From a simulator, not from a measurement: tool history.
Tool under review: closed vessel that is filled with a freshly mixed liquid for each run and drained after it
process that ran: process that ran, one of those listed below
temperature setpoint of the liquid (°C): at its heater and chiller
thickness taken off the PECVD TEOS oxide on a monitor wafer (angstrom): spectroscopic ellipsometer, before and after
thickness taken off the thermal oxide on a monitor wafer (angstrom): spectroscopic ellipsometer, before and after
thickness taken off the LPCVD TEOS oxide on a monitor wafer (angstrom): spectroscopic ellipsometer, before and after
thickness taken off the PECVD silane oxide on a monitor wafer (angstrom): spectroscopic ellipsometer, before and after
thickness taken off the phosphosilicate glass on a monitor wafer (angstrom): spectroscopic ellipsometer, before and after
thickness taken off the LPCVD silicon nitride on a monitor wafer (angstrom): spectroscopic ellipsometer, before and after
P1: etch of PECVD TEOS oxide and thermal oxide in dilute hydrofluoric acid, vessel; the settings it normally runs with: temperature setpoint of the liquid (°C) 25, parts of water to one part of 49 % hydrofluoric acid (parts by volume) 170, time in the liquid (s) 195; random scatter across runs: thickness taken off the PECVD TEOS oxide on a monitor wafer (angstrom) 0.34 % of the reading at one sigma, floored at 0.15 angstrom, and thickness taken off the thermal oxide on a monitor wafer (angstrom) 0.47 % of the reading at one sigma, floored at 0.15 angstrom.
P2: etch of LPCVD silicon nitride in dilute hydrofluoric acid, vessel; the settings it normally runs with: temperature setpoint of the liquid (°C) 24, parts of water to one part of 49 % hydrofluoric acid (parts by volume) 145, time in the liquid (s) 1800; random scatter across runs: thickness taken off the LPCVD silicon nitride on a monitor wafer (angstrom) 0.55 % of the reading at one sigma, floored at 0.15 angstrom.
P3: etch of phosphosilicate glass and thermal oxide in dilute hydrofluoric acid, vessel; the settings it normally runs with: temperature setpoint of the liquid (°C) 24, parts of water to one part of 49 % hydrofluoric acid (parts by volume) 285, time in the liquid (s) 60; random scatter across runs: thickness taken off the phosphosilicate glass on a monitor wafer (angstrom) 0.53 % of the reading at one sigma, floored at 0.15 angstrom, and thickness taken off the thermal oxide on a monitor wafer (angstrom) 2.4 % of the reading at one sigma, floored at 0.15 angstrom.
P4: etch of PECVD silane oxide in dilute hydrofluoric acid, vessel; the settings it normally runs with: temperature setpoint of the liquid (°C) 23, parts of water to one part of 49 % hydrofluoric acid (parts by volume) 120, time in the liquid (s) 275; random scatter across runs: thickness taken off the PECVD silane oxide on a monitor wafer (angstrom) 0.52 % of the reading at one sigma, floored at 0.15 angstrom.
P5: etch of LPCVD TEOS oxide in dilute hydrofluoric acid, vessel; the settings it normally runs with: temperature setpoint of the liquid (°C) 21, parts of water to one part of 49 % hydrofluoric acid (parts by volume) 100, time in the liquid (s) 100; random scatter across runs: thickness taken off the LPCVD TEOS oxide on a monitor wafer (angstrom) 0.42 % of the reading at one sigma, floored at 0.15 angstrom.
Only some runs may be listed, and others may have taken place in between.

run,hour,process that ran,temperature setpoint of the liquid (°C),parts of water to one part of 49 % hydrofluoric acid (parts by volume),time in the liquid (s),thickness taken off the PECVD TEOS oxide on a monitor wafer (angstrom),thickness taken off the thermal oxide on a monitor wafer (angstrom),thickness taken off the LPCVD TEOS oxide on a monitor wafer (angstrom),thickness taken off the PECVD silane oxide on a monitor wafer (angstrom),thickness taken off the phosphosilicate glass on a monitor wafer (angstrom),thickness taken off the LPCVD silicon nitride on a monitor wafer (angstrom)
1,10.1,P1,25,170,195,230.21,53.249,,,,
2,17.5,P5,21,180,100,,,104.31,,,
3,25.4,P4,23,120,275,,,,460.58,,
4,34,P1,25,65,55,193.43,44.142,,,,
5,42.5,P5,21,100,100,,,204.57,,,
6,51.5,P1,25,310,195,109.25,25.069,,,,
7,56.7,P1,25,170,195,231.67,53.09,,,,
8,64.2,P3,24,285,60,,8.8556,,,305.07,
9,72.6,P5,21,100,100,,,203.59,,,
10,80.6,P5,28.5,100,100,,,273.36,,,
11,87.4,P2,24,30,1800,,,,,,308.94
12,95.3,P4,23,120,75,,,,126.26,,
13,105.1,P4,23,215,275,,,,232.65,,
14,111,P1,17,170,195,169.32,38.617,,,,
15,115.7,P3,24,285,60,,8.6347,,,302.19,
16,125.4,P1,25,170,195,230.69,52.845,,,,
17,130.6,P3,24,285,105,,14.387,,,533.84,
# hour 133: hydrofluoric acid flow meter replaced
18,139.8,P1,25,170,75,89.161,20.644,,,,
19,145.5,P1,25,170,195,229.42,53.213,,,,
20,152.6,P1,32,295,195,146.28,33.861,,,,
21,159.4,P4,28.5,120,275,,,,563.08,,
22,165.6,P5,21,100,30,,,60.8,,,
23,173,P1,28.5,170,195,262.3,60.14,,,,
24,182.2,P3,24,55,60,,57.631,,,2038.1,
25,189.4,P2,24,145,1800,,,,,,65.856
26,196.7,P1,25,170,195,230.64,52.804,,,,
27,204.1,P2,24,145,955,,,,,,34.994
28,213.6,P1,25,170,300,354.43,81.604,,,,
29,224.1,P3,32,285,60,,11.994,,,401.57,
30,229.5,P1,25,170,195,231.02,52.782,,,,
31,236.9,P2,17,145,1800,,,,,,40.981
32,243.8,P1,25,80,195,547.91,125.81,,,,
33,250,P1,25,170,195,229.06,52.605,,,,
34,257,P1,25,170,195,223.75,51.002,,,,
35,266.8,P1,25,170,195,217.36,50.524,,,,
36,275.8,P1,25,170,195,214.4,49.465,,,,
37,284.3,P1,25,170,195,212.3,48.958,,,,
38,289.8,P1,25,170,195,212.02,48.896,,,,
39,296.1,P1,25,170,195,212.93,48.838,,,,
40,304.9,P1,25,170,195,213.6,48.494,,,,

P1 has crept away from where it was. The log is fitted equally well by each of these 2 causes, at the sizes shown:
A: hydrofluoric acid flow below the setpoint (%) = 6.6
B: liquid colder than its thermometer reads (K) = 2.17
The onset of the drift is placed at about hour 250.

Each of the 4 check runs below uses one wafer; its results are left as question marks. Which run tells the causes apart?
check 1,313.7,P4,26,120,275,,,,?,,
check 2,313.7,P5,24.5,160,100,,,?,,,
check 3,313.7,P2,20.5,80,1800,,,,,,?
check 4,313.7,P3,32,145,60,,?,,,?,

Predicted outcomes, by check and by cause:
check,result,if A,if B
check 1,thickness taken off the PECVD silane oxide on a monitor wafer (angstrom),479.01,476.53
check 2,thickness taken off the LPCVD TEOS oxide on a monitor wafer (angstrom),126.01,125.79
check 3,thickness taken off the LPCVD silicon nitride on a monitor wafer (angstrom),87.183,80.246
check 4,thickness taken off the thermal oxide on a monitor wafer (angstrom),24.601,24.718
check 4,thickness taken off the phosphosilicate glass on a monitor wafer (angstrom),858.23,862.31
Distance between the nearest two causes, measured in the result of the check that separates them most: check 1 0.52 %; check 2 0.18 %; check 3 8.29 %; check 4 0.47 %
Check 3 tells the causes apart: in the others they would give nearly the same result.

Check 3 has now been run. It gave: thickness taken off the LPCVD silicon nitride on a monitor wafer (angstrom) 86.849. Which of the candidate causes is it?

It was cause A: hydrofluoric acid flow below the setpoint (%).
